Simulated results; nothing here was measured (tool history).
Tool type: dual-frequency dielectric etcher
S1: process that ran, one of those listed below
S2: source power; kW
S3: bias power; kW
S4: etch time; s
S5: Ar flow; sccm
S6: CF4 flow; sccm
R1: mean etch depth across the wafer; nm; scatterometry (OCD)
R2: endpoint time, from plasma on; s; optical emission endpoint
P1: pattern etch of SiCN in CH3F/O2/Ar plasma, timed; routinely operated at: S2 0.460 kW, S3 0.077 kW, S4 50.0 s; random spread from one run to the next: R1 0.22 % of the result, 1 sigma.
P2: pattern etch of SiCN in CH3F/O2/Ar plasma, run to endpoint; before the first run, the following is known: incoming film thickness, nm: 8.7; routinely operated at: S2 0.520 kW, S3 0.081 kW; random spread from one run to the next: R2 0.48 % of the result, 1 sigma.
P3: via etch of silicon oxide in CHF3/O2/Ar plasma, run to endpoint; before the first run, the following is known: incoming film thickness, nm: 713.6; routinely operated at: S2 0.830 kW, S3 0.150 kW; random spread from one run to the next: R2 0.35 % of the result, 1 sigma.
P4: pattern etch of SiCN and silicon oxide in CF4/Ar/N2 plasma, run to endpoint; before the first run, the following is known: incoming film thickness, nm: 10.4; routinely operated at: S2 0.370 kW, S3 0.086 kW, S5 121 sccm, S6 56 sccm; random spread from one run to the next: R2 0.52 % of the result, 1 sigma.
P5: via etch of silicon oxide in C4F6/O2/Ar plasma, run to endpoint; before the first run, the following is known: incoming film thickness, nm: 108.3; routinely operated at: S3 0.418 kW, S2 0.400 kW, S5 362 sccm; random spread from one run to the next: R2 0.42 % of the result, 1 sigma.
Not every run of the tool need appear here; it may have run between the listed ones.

run	day	S1	S2	S3	S4	S5	S6	R1	R2
1	0.312	P1	0.460	0.077	50.0			21.164	
2	0.512	P5	0.400	0.418		436			27.399
3	0.875	P3	0.830	0.150					356.620
4	1.129	P1	0.460	0.077	70.5			29.741	
5	1.567	P3	1.000	0.150					330.370
6	1.892	P4	0.370	0.086		121	70		14.005
7	2.229	P1	0.590	0.077	50.0			23.271	
8	2.496	P1	0.460	0.077	50.0			21.196	
9	2.825	P1	0.560	0.052	50.0			19.924	
10	3.254	P1	0.550	0.058	50.0			20.532	
11	3.625	P4	0.280	0.086		121	56		18.700
12	3.867	P1	0.260	0.077	50.0			17.048	
13	4.075	P5	0.400	0.418		362			27.028
14	4.375	P1	0.460	0.077	50.0			21.137	
15	4.612	P1	0.460	0.077	28.0			11.824	
16	4.983	P1	0.460	0.092	50.0			22.585	
17	5.217	P4	0.370	0.050		121	56		17.628
18	5.562	P4	0.370	0.086		121	56		14.457
19	5.779	P1	0.460	0.077	50.0			21.208	
20	6.083	P1	0.460	0.060	50.0			19.379	
21	6.479	P5	0.400	0.418		362			26.861
22	6.854	P1	0.460	0.077	50.0			21.120	
23	7.192	P2	0.520	0.081					20.907
24	7.517	P1	0.540	0.077	37.5			16.826	
25	7.767	P4	0.370	0.086		121	56		14.433
26	8.129	P2	0.520	0.110					18.790
27	8.546	P2	0.520	0.081					20.970
28	8.958	P5	0.400	0.307		362			29.997
29	9.296	P1	0.460	0.077	50.0			21.141	
30	9.608	P5	0.480	0.418		362			25.071
31	9.979	P3	0.830	0.112					389.610
32	10.329	P2	0.360	0.081					24.091
33	10.571	P4	0.370	0.086		169	56		15.241
34	10.971	P1	0.460	0.077	50.0			21.121	
35	11.412	P1	0.460	0.077	50.0			21.191	
36	11.671	P1	0.460	0.077	50.0			21.020	
37	12.062	P1	0.460	0.077	50.0			20.971	
38	12.296	P1	0.460	0.077	50.0			20.823	
39	12.583	P1	0.460	0.077	50.0			20.816	
40	12.858	P1	0.460	0.077	50.0			20.848	
41	13.092	P1	0.460	0.077	50.0			20.819	
42	13.371	P1	0.460	0.077	50.0			20.738	
# day 13.442: wet clean of the chamber
43	13.738	P1	0.460	0.077	50.0			20.817	
44	14.167	P1	0.460	0.077	50.0			20.720	
45	14.371	P1	0.460	0.077	50.0			20.775	
46	14.767	P1	0.460	0.077	50.0			20.740	

P1 has crept away from where it was. The log is fitted equally well by each of these 2 causes, at the sizes shown:
A: bias power that arrives under what is set, % = 4.89
B: source power that arrives under what is set, % = 4.6
At approximately day 11.412, the process output began to creep.
Excluded causes, each with its reason:
chamber walls in a state that lowers the etch rate, %: serviced at day 13.442, after the change had begun; the process did not return to its earlier output

4 check runs are offered, each on 3 wafers whose results are averaged, their results left as question marks. Which one tells the causes apart?
check 1	15.162	P5	0.400	0.326		362			?
check 2	15.162	P2	0.520	0.107					?
check 3	15.162	P4	0.370	0.061		169	56		?
check 4	15.162	P3	0.950	0.150					?

What each check would give under each cause:
check	result	if A	if B
check 1	R2	29.949	29.958
check 2	R2	19.338	19.311
check 3	R2	17.716	18.115
check 4	R2	341.740	342.710
How far apart the two closest causes lie, in the result that separates them most: check 1 0.03 %; check 2 0.14 %; check 3 2.23 %; check 4 0.28 %
Only check 3 tells the causes apart: in the others they would give nearly the same result.

Check 3 was carried out, with these results: R2 18.020 s. Which of the listed causes is responsible?

The cause is B: source power that arrives under what is set, %.
